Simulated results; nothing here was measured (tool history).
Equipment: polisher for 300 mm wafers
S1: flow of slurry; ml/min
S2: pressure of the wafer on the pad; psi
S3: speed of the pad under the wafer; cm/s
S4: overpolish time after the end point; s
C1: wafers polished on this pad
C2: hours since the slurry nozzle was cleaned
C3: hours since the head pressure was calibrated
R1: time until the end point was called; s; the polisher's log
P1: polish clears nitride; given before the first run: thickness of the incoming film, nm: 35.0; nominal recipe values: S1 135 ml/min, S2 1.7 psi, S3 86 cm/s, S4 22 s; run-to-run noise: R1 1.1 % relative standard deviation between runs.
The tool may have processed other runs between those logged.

{"run": 1, "hour": 16.5, "S1": 135, "S2": 1.7, "S3": 86, "S4": 22, "C1": 605, "C2": 124.7, "C3": 387.6, "R1": 78.152}
{"run": 2, "hour": 29.4, "S1": 95, "S2": 1.7, "S3": 86, "S4": 33, "C1": 691, "C2": 137.6, "C3": 400.5, "R1": 84.879}
{"run": 3, "hour": 40.5, "S1": 190, "S2": 1.7, "S3": 86, "S4": 22, "C1": 765, "C2": 148.7, "C3": 411.6, "R1": 72.403}
{"run": 4, "hour": 50.2, "S1": 135, "S2": 1.7, "S3": 50, "S4": 22, "C1": 830, "C2": 158.4, "C3": 421.3, "R1": 132.33}
{"run": 5, "hour": 59.6, "S1": 135, "S2": 1.7, "S3": 86, "S4": 22, "C1": 893, "C2": 167.8, "C3": 430.7, "R1": 77.522}
{"run": 6, "hour": 75.7, "S1": 135, "S2": 1.7, "S3": 128, "S4": 22, "C1": 1000, "C2": 183.9, "C3": 446.8, "R1": 51.794}
{"run": 7, "hour": 91.9, "S1": 135, "S2": 1.7, "S3": 86, "S4": 40, "C1": 1108, "C2": 200.1, "C3": 463, "R1": 76.875}
{"run": 8, "hour": 108.0, "S1": 135, "S2": 1.7, "S3": 86, "S4": 22, "C1": 1215, "C2": 216.2, "C3": 479.1, "R1": 76.842}
{"hour": 110.4, "done": "slurry nozzle cleaned"}
{"run": 9, "hour": 122.2, "S1": 95, "S2": 0.8, "S3": 86, "S4": 22, "C1": 1310, "C2": 11.9, "C3": 493.3, "R1": 176.6}
{"run": 10, "hour": 138.6, "S1": 80, "S2": 1.7, "S3": 86, "S4": 22, "C1": 1419, "C2": 28.3, "C3": 509.7, "R1": 88.91}
{"run": 11, "hour": 153.5, "S1": 135, "S2": 1.7, "S3": 86, "S4": 7, "C1": 1519, "C2": 43.2, "C3": 524.6, "R1": 76.884}
{"run": 12, "hour": 161.4, "S1": 135, "S2": 1.7, "S3": 86, "S4": 22, "C1": 1571, "C2": 51.1, "C3": 532.5, "R1": 77.209}
{"run": 13, "hour": 174.6, "S1": 135, "S2": 0.9, "S3": 86, "S4": 22, "C1": 1659, "C2": 64.3, "C3": 545.7, "R1": 146.5}
{"run": 14, "hour": 191.3, "S1": 135, "S2": 1.7, "S3": 48, "S4": 11, "C1": 1771, "C2": 81, "C3": 562.4, "R1": 141.63}
{"run": 15, "hour": 207.3, "S1": 135, "S2": 2.5, "S3": 86, "S4": 22, "C1": 1877, "C2": 97, "C3": 578.4, "R1": 53.129}
{"run": 16, "hour": 216.4, "S1": 135, "S2": 1.7, "S3": 86, "S4": 22, "C1": 1938, "C2": 106.1, "C3": 587.5, "R1": 78.859}
{"run": 17, "hour": 232.9, "S1": 135, "S2": 1.7, "S3": 86, "S4": 22, "C1": 2048, "C2": 122.6, "C3": 604, "R1": 76.819}
{"run": 18, "hour": 242.0, "S1": 135, "S2": 1.7, "S3": 86, "S4": 22, "C1": 2109, "C2": 131.7, "C3": 613.1, "R1": 77.674}
{"run": 19, "hour": 255.3, "S1": 135, "S2": 1.7, "S3": 86, "S4": 22, "C1": 2197, "C2": 145, "C3": 626.4, "R1": 80.773}
{"run": 20, "hour": 270.7, "S1": 135, "S2": 1.7, "S3": 86, "S4": 22, "C1": 2300, "C2": 160.4, "C3": 641.8, "R1": 81.634}
{"hour": 273.7, "done": "head pressure recalibrated"}
{"run": 21, "hour": 284.5, "S1": 135, "S2": 1.7, "S3": 86, "S4": 22, "C1": 2392, "C2": 174.2, "C3": 10.9, "R1": 81.443}
{"run": 22, "hour": 297.9, "S1": 135, "S2": 1.7, "S3": 86, "S4": 22, "C1": 2482, "C2": 187.6, "C3": 24.3, "R1": 83.315}
{"run": 23, "hour": 310.7, "S1": 135, "S2": 1.7, "S3": 86, "S4": 22, "C1": 2567, "C2": 200.4, "C3": 37.1, "R1": 81.394}
{"run": 24, "hour": 322.6, "S1": 135, "S2": 1.7, "S3": 86, "S4": 22, "C1": 2646, "C2": 212.3, "C3": 49, "R1": 82.594}
{"run": 25, "hour": 335.9, "S1": 135, "S2": 1.7, "S3": 86, "S4": 22, "C1": 2735, "C2": 225.6, "C3": 62.3, "R1": 83.094}

Compared with where it was, what P1 gives has crept away. Each cause listed below fits the log as well as the rest, at the size given for it:
A: slurry flow missing at the pad, % = 27.5
B: removal rate lost through wear of the pad, % = 6.82
At approximately hour 232.9, the process output began to creep.
Ruled out, with reasons:
head's pressure below its setpoint, %: serviced after onset, at hour 273.7, with no recovery of the prior output

You are offered 4 check runs, listed below with question marks in place of their results; each one averages 5 wafers. Which run separates the listed causes by giving clearly different results for each?
{"run": "check 1", "hour": 349.2, "S1": 135, "S2": 0.9, "S3": 86, "S4": 14, "R1": "?"}
{"run": "check 2", "hour": 349.2, "S1": 80, "S2": 1.7, "S3": 128, "S4": 22, "R1": "?"}
{"run": "check 3", "hour": 349.2, "S1": 135, "S2": 1.7, "S3": 110, "S4": 7, "R1": "?"}
{"run": "check 4", "hour": 349.2, "S1": 165, "S2": 1.3, "S3": 86, "S4": 22, "R1": "?"}

Expected result of each check under each candidate cause:
check=check_1 result=R1 if_A=157.04 if_B=157.03
check=check_2 result=R1 if_A=66.001 if_B=63.385
check=check_3 result=R1 if_A=65.001 if_B=64.997
check=check_4 result=R1 if_A=103.78 if_B=105.01
Separation of the two closest causes in each check, using whichever result separates them best: check 1 0.01 %; check 2 4.04 %; check 3 0.01 %; check 4 1.17 %
Only check 2 tells the causes apart: in the others they would give nearly the same result.

The results of check 2 are: R1 66.09 s. Based on these, which of the listed causes is it?

Of the candidate causes, it is A: slurry flow missing at the pad, %.
